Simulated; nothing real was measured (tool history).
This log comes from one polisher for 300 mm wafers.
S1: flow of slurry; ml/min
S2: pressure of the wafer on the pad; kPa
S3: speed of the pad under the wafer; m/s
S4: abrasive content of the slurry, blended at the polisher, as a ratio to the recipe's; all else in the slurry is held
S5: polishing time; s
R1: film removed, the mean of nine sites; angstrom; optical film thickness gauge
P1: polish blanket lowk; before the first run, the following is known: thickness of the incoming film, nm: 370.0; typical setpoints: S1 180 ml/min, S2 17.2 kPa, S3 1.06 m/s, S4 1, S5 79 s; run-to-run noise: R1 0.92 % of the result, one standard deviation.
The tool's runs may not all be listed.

run   hour   S1    S2    S3    S4   S5      R1
  1   11.4  180  17.2  1.06     1   79  443.95
  2   24.9  180  22.1  1.06     1   79  567.45
  3   34.3  110  22.8  1.06     1   79  533.51
  4     46  180  17.2  1.06     1   79  439.74
  5   58.1  180  17.2  1.06     1   79  441.02
  6   71.8  180  17.2  1.06     1   36  205.85
  7   79.9  180  17.2  1.06     1  100  566.53
  8   90.9  180  17.2  1.06     1   79   447.3
  9  104.2  180  17.2  1.06  1.25   79  480.59
 10  118.5  125  17.2  1.58     1   79  567.14
 11  127.1  180   7.6  1.06     1   79  197.68
 12  134.3  235  17.2  1.06     1   79  465.61
 13  146.5  180  17.2   0.6     1   79  281.85
 14  156.7  110  17.2  1.06     1   79  407.15
 15  163.2  180  17.2  1.64     1   79  631.39
 16  177.8  180  17.2  1.06   0.8   79  403.66
 17  190.7  180  17.2  1.06     1   79  447.88
 18  204.3  180  17.2  1.06     1   79  435.79
 19  215.5  180  17.2  1.06     1   79  429.68
 20  226.5  180  17.2  1.06     1   79  426.92
     233.3  -- conditioning disc replaced and pad reconditioned
       239  -- worn pad replaced by a new one
 21  240.4  180  17.2  1.06     1   79  419.03
     251.3  -- head pressure recalibrated
 22  254.1  180  17.2  1.06     1   79  411.02
 23  268.3  180  17.2  1.06     1   79  410.95
 24  281.1  180  17.2  1.06     1   79  419.32
 25  291.2  180  17.2  1.06     1   79   414.2
 26  299.4  180  17.2  1.06     1   79  411.75
 27  312.2  180  17.2  1.06     1   79  407.53

The output of P1 has drifted from where it used to be. Each of the 2 causes below, taken at the size shown beside it, accounts for the log equally well:
A: abrasive missing from the slurry, % = 14.9
B: slurry flow missing at the pad, % = 34.8
Creep in the process output first set in at about hour 190.7.
Ruled out, with reasons:
removal rate lost through wear of the pad, %: maintenance at hour 239, after the shift began, did not return the process to its former output
head's pressure below its setpoint, %: maintenance at hour 251.3, after the shift began, did not return the process to its former output
time polished since the conditioner stopped cutting, s: maintenance at hour 233.3, after the shift began, did not return the process to its former output

You are offered 4 check runs, listed below with question marks in place of their results; each one averages 5 wafers. Which run separates the listed causes by giving clearly different results for each?
check 1   325  180  10.3  1.06   1  79   ?
check 2   325  180  17.2  0.66   1  79   ?
check 3   325  120  17.2  1.06   1  36   ?
check 4   325  180     9  1.06   1  99   ?

Check results expected under each cause:
  check  result    if A    if B
check 1      R1  247.62  247.59
check 2      R1   282.5  282.47
check 3      R1  175.01  169.19
check 4      R1  268.93   268.9
Gap, in per cent, between the two causes that each check separates least, read from the result that separates them most: check 1 0.01 %; check 2 0.01 %; check 3 3.38 %; check 4 0.01 %
Check 3 distinguishes between the causes, while the remaining checks would return nearly the same result for all of them.

The results of check 3 are: R1 170.17 angstrom. Based on these, which of the listed causes is it?

Of the candidate causes, it is B: slurry flow missing at the pad, %.
